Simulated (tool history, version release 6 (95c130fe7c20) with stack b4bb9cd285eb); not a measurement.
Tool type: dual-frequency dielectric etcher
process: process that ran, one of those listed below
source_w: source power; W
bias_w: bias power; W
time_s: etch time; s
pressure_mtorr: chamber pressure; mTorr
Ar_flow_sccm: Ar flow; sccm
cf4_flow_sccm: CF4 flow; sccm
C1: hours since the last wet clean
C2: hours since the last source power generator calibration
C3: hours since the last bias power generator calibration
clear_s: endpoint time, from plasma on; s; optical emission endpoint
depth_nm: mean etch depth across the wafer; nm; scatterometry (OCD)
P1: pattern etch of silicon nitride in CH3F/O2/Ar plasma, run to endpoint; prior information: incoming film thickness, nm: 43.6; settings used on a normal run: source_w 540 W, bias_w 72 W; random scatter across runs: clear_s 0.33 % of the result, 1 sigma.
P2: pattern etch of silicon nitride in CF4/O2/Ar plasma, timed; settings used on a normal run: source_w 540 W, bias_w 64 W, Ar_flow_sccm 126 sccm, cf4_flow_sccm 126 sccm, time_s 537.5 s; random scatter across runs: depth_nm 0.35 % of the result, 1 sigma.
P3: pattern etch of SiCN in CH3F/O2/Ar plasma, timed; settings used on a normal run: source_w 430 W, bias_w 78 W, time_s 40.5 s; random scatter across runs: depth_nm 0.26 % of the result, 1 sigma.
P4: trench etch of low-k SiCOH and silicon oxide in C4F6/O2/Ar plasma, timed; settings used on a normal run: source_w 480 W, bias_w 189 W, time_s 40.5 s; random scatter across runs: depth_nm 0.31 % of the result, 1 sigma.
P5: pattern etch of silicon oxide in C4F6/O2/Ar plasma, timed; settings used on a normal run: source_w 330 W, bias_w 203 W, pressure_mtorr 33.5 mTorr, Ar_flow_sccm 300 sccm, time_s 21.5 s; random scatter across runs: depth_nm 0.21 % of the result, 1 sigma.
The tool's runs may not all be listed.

run 1 hour=2.4 | process=P1 source_w=540 bias_w=72 | C1=437.2 C2=2288.6 C3=1839.3 | clear_s=55.723
run 2 hour=7.3 | process=P4 source_w=480 bias_w=189 time_s=40.5 | C1=442.1 C2=2293.5 C3=1844.2 | depth_nm=145.47
run 3 hour=12.7 | process=P1 source_w=540 bias_w=72 | C1=447.5 C2=2298.9 C3=1849.6 | clear_s=55.937
run 4 hour=16.3 | process=P1 source_w=650 bias_w=72 | C1=451.1 C2=2302.5 C3=1853.2 | clear_s=52.088
run 5 hour=21.8 | process=P1 source_w=430 bias_w=72 | C1=456.6 C2=2308 C3=1858.7 | clear_s=60.791
run 6 hour=25.3 | process=P4 source_w=590 bias_w=189 time_s=40.5 | C1=460.1 C2=2311.5 C3=1862.2 | depth_nm=157.15
run 7 hour=29.1 | process=P5 source_w=330 bias_w=203 time_s=30.5 pressure_mtorr=33.5 Ar_flow_sccm=300 | C1=463.9 C2=2315.3 C3=1866 | depth_nm=88.784
run 8 hour=34.1 | process=P4 source_w=480 bias_w=189 time_s=26 | C1=468.9 C2=2320.3 C3=1871 | depth_nm=93.187
run 9 hour=36.7 | process=P3 source_w=430 bias_w=78 time_s=40.5 | C1=471.5 C2=2322.9 C3=1873.6 | depth_nm=15.841
-- hour=39.4 source power generator calibrated
run 10 hour=42.1 | process=P5 source_w=200 bias_w=203 time_s=21.5 pressure_mtorr=33.5 Ar_flow_sccm=300 | C1=476.9 C2=2.8 C3=1879 | depth_nm=51.579
run 11 hour=45.6 | process=P2 source_w=540 bias_w=64 time_s=715.5 Ar_flow_sccm=126 cf4_flow_sccm=126 | C1=480.4 C2=6.3 C3=1882.5 | depth_nm=1605.5
run 12 hour=49.4 | process=P5 source_w=330 bias_w=203 time_s=21.5 pressure_mtorr=47 Ar_flow_sccm=300 | C1=484.2 C2=10.1 C3=1886.3 | depth_nm=59.922
run 13 hour=52.6 | process=P2 source_w=540 bias_w=64 time_s=537.5 Ar_flow_sccm=126 cf4_flow_sccm=126 | C1=487.4 C2=13.3 C3=1889.5 | depth_nm=1200
run 14 hour=57.4 | process=P1 source_w=540 bias_w=72 | C1=492.2 C2=18.1 C3=1894.3 | clear_s=55.769
run 15 hour=60.4 | process=P1 source_w=540 bias_w=57 | C1=495.2 C2=21.1 C3=1897.3 | clear_s=60.256
-- hour=63.6 wet clean of the chamber
run 16 hour=64 | process=P4 source_w=480 bias_w=152 time_s=40.5 | C1=0.5 C2=24.7 C3=1900.9 | depth_nm=135.11
run 17 hour=67.2 | process=P5 source_w=330 bias_w=203 time_s=21.5 pressure_mtorr=33.5 Ar_flow_sccm=365 | C1=3.7 C2=27.9 C3=1904.1 | depth_nm=61.36
run 18 hour=72.7 | process=P3 source_w=610 bias_w=78 time_s=40.5 | C1=9.2 C2=33.4 C3=1909.6 | depth_nm=18.057
run 19 hour=75.4 | process=P1 source_w=540 bias_w=95 | C1=11.9 C2=36.1 C3=1912.3 | clear_s=50.664
run 20 hour=79.2 | process=P3 source_w=430 bias_w=78 time_s=50.5 | C1=15.7 C2=39.9 C3=1916.1 | depth_nm=19.734
run 21 hour=84.7 | process=P1 source_w=540 bias_w=72 | C1=21.2 C2=45.4 C3=1921.6 | clear_s=55.884
run 22 hour=88.6 | process=P1 source_w=540 bias_w=72 | C1=25.1 C2=49.3 C3=1925.5 | clear_s=55.755
run 23 hour=91.8 | process=P2 source_w=540 bias_w=64 time_s=537.5 Ar_flow_sccm=75 cf4_flow_sccm=126 | C1=28.3 C2=52.5 C3=1928.7 | depth_nm=1258.2
run 24 hour=94.6 | process=P5 source_w=330 bias_w=203 time_s=21.5 pressure_mtorr=33.5 Ar_flow_sccm=300 | C1=31.1 C2=55.3 C3=1931.5 | depth_nm=62.501
run 25 hour=99.3 | process=P3 source_w=430 bias_w=78 time_s=40.5 | C1=35.8 C2=60 C3=1936.2 | depth_nm=15.829
run 26 hour=102.5 | process=P1 source_w=540 bias_w=72 | C1=39 C2=63.2 C3=1939.4 | clear_s=55.991
run 27 hour=107.7 | process=P2 source_w=370 bias_w=64 time_s=537.5 Ar_flow_sccm=126 cf4_flow_sccm=126 | C1=44.2 C2=68.4 C3=1944.6 | depth_nm=863.82
run 28 hour=112.2 | process=P2 source_w=540 bias_w=64 time_s=537.5 Ar_flow_sccm=126 cf4_flow_sccm=126 | C1=48.7 C2=72.9 C3=1949.1 | depth_nm=1191
run 29 hour=117.3 | process=P1 source_w=540 bias_w=72 | C1=53.8 C2=78 C3=1954.2 | clear_s=55.886
run 30 hour=119.8 | process=P2 source_w=540 bias_w=38 time_s=537.5 Ar_flow_sccm=126 cf4_flow_sccm=126 | C1=56.3 C2=80.5 C3=1956.7 | depth_nm=989.03
run 31 hour=123.5 | process=P2 source_w=540 bias_w=64 time_s=537.5 Ar_flow_sccm=126 cf4_flow_sccm=94 | C1=60 C2=84.2 C3=1960.4 | depth_nm=1154.1
run 32 hour=125.9 | process=P3 source_w=430 bias_w=56 time_s=40.5 | C1=62.4 C2=86.6 C3=1962.8 | depth_nm=14.106
run 33 hour=130.7 | process=P1 source_w=630 bias_w=49 | C1=67.2 C2=91.4 C3=1967.6 | clear_s=59.257
run 34 hour=135.4 | process=P5 source_w=330 bias_w=272 time_s=21.5 pressure_mtorr=33.5 Ar_flow_sccm=300 | C1=71.9 C2=96.1 C3=1972.3 | depth_nm=68.897
run 35 hour=140.1 | process=P1 source_w=540 bias_w=72 | C1=76.6 C2=100.8 C3=1977 | clear_s=55.918
run 36 hour=145.4 | process=P1 source_w=540 bias_w=72 | C1=81.9 C2=106.1 C3=1982.3 | clear_s=56.332
run 37 hour=149 | process=P1 source_w=540 bias_w=72 | C1=85.5 C2=109.7 C3=1985.9 | clear_s=56.417
run 38 hour=152.1 | process=P1 source_w=540 bias_w=72 | C1=88.6 C2=112.8 C3=1989 | clear_s=56.767
run 39 hour=156.2 | process=P1 source_w=540 bias_w=72 | C1=92.7 C2=116.9 C3=1993.1 | clear_s=56.717
run 40 hour=160.3 | process=P1 source_w=540 bias_w=72 | C1=96.8 C2=121 C3=1997.2 | clear_s=56.822
-- hour=160.6 wet clean of the chamber
run 41 hour=163.2 | process=P1 source_w=540 bias_w=72 | C1=2.7 C2=123.9 C3=2000.1 | clear_s=56.746
run 42 hour=167.4 | process=P1 source_w=540 bias_w=72 | C1=6.9 C2=128.1 C3=2004.3 | clear_s=56.786

The output of P1 has drifted from where it used to be. Each of the 2 causes below, taken at the size shown beside it, accounts for the log equally well:
A: bias power that arrives under what is set, % = 4.87
B: source power that arrives under what is set, % = 4.25
The process output started creeping at around hour 140.1.
The rest of the possible causes, and what rules out each one:
chamber walls in a state that lowers the etch rate, %: was serviced at hour 160.6, once the creep was under way, yet the earlier output never came back

Which of the check runs below tells the causes apart, meaning the causes would give it clearly different results? Each run uses 2 wafers whose results are averaged, and each result is shown as a question mark.
run check 1 hour=171.6 | process=P5 source_w=330 bias_w=238 time_s=30 pressure_mtorr=33.5 Ar_flow_sccm=300 | depth_nm=?
run check 2 hour=171.6 | process=P4 source_w=480 bias_w=161 time_s=28 | depth_nm=?
run check 3 hour=171.6 | process=P2 source_w=540 bias_w=38 time_s=537.5 Ar_flow_sccm=78 cf4_flow_sccm=126 | depth_nm=?
run check 4 hour=171.6 | process=P3 source_w=600 bias_w=78 time_s=40.5 | depth_nm=?

Predicted outcomes, by check and by cause:
check=check_1 result=depth_nm if_A=90.505 if_B=90.529
check=check_2 result=depth_nm if_A=94.069 if_B=93.879
check=check_3 result=depth_nm if_A=1031.4 if_B=1008.8
check=check_4 result=depth_nm if_A=17.605 if_B=17.621
How far apart the two closest causes lie, in the result that separates them most: check 1 0.03 %; check 2 0.2 %; check 3 2.21 %; check 4 0.09 %
Check 3 distinguishes between the causes, while the remaining checks would return nearly the same result for all of them.

Running check 3 produced the following: depth_nm 1005.6 nm. Which one of the listed causes fits?

Of the candidate causes, it is B: source power that arrives under what is set, %.
